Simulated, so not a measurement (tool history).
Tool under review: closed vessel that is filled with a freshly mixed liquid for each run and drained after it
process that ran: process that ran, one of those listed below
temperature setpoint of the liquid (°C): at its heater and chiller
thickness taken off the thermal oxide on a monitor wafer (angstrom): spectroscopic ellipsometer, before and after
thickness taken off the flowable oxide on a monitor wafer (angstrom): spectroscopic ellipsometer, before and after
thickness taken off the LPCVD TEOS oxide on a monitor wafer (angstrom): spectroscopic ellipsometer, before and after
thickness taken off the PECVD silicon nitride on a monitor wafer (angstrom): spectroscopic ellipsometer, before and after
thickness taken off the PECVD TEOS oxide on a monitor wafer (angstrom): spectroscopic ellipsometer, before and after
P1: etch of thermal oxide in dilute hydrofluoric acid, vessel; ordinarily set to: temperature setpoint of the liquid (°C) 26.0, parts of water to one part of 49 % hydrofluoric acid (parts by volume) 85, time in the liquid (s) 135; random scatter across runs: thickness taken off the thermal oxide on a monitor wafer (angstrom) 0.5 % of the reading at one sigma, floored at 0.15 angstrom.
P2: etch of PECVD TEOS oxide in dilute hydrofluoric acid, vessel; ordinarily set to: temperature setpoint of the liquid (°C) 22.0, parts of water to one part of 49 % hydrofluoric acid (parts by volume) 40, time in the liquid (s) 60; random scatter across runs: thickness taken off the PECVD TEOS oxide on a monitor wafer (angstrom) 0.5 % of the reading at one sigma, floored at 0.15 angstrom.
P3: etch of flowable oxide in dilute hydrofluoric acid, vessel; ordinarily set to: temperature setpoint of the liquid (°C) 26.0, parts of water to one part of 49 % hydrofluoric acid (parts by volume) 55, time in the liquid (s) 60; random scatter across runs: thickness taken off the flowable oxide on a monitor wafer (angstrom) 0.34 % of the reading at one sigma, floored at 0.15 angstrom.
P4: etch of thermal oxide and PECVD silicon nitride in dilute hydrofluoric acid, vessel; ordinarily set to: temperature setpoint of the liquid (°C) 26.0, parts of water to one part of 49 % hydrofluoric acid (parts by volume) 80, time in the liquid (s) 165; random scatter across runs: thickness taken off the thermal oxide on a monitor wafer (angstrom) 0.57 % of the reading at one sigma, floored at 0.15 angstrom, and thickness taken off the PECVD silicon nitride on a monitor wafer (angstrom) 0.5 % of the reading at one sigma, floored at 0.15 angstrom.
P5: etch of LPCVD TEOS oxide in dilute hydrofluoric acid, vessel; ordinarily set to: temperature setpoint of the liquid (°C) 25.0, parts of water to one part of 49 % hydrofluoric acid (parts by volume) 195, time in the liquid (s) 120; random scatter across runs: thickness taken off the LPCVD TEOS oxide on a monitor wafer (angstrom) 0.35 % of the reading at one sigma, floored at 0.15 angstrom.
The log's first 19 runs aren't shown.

run	hour	process that ran	temperature setpoint of the liquid (°C)	parts of water to one part of 49 % hydrofluoric acid (parts by volume)	time in the liquid (s)	thickness taken off the thermal oxide on a monitor wafer (angstrom)	thickness taken off the flowable oxide on a monitor wafer (angstrom)	thickness taken off the LPCVD TEOS oxide on a monitor wafer (angstrom)	thickness taken off the PECVD silicon nitride on a monitor wafer (angstrom)	thickness taken off the PECVD TEOS oxide on a monitor wafer (angstrom)
20	188.6	P3	19.0	55	60		263.26			
21	195.0	P2	30.0	40	60					236.980
22	200.6	P1	26.0	85	135	77.716				
23	210.9	P1	26.0	85	205	118.800				
24	217.7	P1	26.0	85	135	78.513				
25	224.1	P2	22.0	40	105					303.540
26	232.3	P1	26.0	25	135	288.120				
27	241.5	P5	25.0	335	120			49.836		
28	247.0	P1	26.0	120	135	53.298				
29	259.1	P1	26.0	85	135	78.213				
30	265.7	P4	26.0	120	165	67.339			65.083	
31	274.3	P3	26.0	20	60		1009.80			
32	282.3	P1	26.0	85	135	77.768				
33	290.4	P1	26.0	85	135	76.134				
34	297.5	P1	26.0	85	135	75.396				

Predict the results of run 35:
35	306.9	P1	26.0	85	135	?				

For run 35 the tool returned thickness taken off the thermal oxide on a monitor wafer (angstrom) 74.263.
